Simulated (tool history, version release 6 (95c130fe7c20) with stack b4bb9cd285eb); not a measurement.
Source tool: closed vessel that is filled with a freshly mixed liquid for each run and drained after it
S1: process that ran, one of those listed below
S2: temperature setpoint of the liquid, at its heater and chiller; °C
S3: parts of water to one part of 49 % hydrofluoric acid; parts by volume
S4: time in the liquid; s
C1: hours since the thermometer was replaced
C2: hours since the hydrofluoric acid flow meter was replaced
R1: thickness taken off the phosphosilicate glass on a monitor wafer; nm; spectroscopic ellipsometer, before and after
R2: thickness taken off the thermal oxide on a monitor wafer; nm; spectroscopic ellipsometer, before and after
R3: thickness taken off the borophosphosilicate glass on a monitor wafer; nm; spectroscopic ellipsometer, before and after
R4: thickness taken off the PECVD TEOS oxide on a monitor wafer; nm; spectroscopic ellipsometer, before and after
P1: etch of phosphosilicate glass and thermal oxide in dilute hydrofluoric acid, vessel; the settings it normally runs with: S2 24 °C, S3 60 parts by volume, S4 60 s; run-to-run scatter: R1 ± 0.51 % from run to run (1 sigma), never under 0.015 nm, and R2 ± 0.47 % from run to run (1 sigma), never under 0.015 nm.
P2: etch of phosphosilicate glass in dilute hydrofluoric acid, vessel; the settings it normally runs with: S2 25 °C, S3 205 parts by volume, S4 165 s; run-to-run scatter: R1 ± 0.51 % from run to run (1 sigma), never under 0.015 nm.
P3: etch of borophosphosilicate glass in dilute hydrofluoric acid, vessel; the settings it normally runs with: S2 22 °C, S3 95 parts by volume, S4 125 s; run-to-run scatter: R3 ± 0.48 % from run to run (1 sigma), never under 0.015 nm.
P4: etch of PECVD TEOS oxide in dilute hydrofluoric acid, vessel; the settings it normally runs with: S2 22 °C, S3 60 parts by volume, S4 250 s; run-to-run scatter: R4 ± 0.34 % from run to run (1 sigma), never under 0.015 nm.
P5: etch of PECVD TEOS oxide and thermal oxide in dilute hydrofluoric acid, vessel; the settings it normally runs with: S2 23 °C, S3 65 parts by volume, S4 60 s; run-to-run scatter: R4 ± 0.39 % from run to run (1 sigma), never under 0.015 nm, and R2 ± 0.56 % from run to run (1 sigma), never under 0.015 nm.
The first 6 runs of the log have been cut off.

run   hour  S1    S2   S3   S4      C1      C2      R1      R2      R3      R4
  7   80.9  P1    17   20   60  1232.2  1129.5  146.32  11.086
  8   91.2  P4    22  110  250  1242.5  1139.8                          25.032
  9  101.9  P1    24   60   60  1253.2  1150.5  62.742  4.7602
 10  110.7  P2  32.5  205  165    1262  1159.3  57.722
 11  122.5  P4    22   60  250  1273.8  1171.1                          48.367
 12    135  P1    17  100   60  1286.3  1183.6  26.744  2.0209
 13  141.7  P1    31   60   60    1293  1190.3  82.909  6.2998
 14  150.4  P3    22   40  125  1301.7    1199                  129.65
 15  161.5  P5    27   65   60  1312.8  1210.1          4.6276          9.8835
 16  169.4  P2    25  365  165  1320.7    1218  21.191
 17  180.2  P4    22   60  460  1331.5  1228.8                          88.729
 18  192.2  P1    24   60   60  1343.5  1240.8      63  4.7265
 19  206.9  P1    24   25   60  1358.2  1255.5  157.59  11.918
 20  217.4  P5    23   65   30  1368.7    1266          1.9879          4.2193
 21  225.7  P2    25  205  165    1377  1274.3  44.557
 22  234.1  P1    24   60   60  1385.4  1282.7  62.954  4.7674
 23  245.8  P1    24  105   60  1397.1  1294.4  34.094  2.5835
 24  253.8  P1    24   60   60  1405.1  1302.4  62.437   4.748
 25    266  P3    22   95   30  1417.3  1314.6                  12.209
 26  280.4  P1    20   60   60  1431.7    1329  53.614  4.0394
 27  292.5  P5    23   65   60  1443.8  1341.1          3.9934          8.3982
 28  305.9  P1    24   60   30  1457.2  1354.5  31.555  2.3553

Predict the results of run 29:
 29  317.3  P2  25  205  35  1468.6  1365.9   ?

R1: 9.4986 nm
